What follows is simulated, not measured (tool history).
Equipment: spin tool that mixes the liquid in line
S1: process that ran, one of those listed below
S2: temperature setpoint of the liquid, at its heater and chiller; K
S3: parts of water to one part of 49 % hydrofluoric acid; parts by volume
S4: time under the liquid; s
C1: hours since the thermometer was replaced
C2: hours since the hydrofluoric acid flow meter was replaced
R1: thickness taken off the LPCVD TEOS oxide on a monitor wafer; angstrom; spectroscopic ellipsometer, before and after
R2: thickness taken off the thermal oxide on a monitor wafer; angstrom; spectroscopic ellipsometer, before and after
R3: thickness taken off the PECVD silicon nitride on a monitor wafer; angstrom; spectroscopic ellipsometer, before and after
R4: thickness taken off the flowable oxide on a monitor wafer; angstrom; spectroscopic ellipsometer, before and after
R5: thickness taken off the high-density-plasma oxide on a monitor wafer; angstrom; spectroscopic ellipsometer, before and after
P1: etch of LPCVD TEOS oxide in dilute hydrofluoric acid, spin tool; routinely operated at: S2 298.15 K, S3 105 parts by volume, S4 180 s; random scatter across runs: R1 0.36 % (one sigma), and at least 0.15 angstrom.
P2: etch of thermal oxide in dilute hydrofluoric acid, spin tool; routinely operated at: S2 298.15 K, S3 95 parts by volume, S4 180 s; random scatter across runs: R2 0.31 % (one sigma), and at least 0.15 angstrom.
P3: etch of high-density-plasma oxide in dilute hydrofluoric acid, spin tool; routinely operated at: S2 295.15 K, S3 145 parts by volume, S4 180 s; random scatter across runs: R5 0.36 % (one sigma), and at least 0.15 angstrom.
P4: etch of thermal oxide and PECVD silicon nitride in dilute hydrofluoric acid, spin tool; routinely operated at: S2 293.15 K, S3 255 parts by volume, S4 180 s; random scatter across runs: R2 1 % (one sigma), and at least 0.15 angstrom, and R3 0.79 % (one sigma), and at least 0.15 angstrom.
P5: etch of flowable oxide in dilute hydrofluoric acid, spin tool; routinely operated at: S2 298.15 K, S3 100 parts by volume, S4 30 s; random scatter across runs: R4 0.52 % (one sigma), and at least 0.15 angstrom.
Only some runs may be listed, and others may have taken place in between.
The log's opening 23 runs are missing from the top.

run 24 hour=297.3 | S1=P1 S2=298.15 S3=105 S4=350 | C1=538.4 C2=595.7 | R1=593.98
run 25 hour=312.2 | S1=P3 S2=295.15 S3=145 S4=70 | C1=553.3 C2=610.6 | R5=24.842
-- hour=316.1 thermometer replaced
run 26 hour=326.7 | S1=P2 S2=298.15 S3=30 S4=180 | C1=10.6 C2=625.1 | R2=332.8400
run 27 hour=340.9 | S1=P3 S2=295.15 S3=145 S4=180 | C1=24.8 C2=639.3 | R5=62.944
run 28 hour=354.8 | S1=P4 S2=293.15 S3=255 S4=335 | C1=38.7 C2=653.2 | R2=44.8530 R3=58.109
run 29 hour=371.4 | S1=P3 S2=295.15 S3=145 S4=180 | C1=55.3 C2=669.8 | R5=63.657
run 30 hour=382.6 | S1=P1 S2=303.15 S3=165 S4=180 | C1=66.5 C2=681.0 | R1=217.74
run 31 hour=393.2 | S1=P1 S2=303.65 S3=105 S4=180 | C1=77.1 C2=691.6 | R1=379.90

Predict the results of run 32:
run 32 hour=407.1 | S1=P5 S2=304.65 S3=100 S4=30 | C1=91.0 C2=705.5 | R4=?

{"run 32": {"R4": 108.23}}
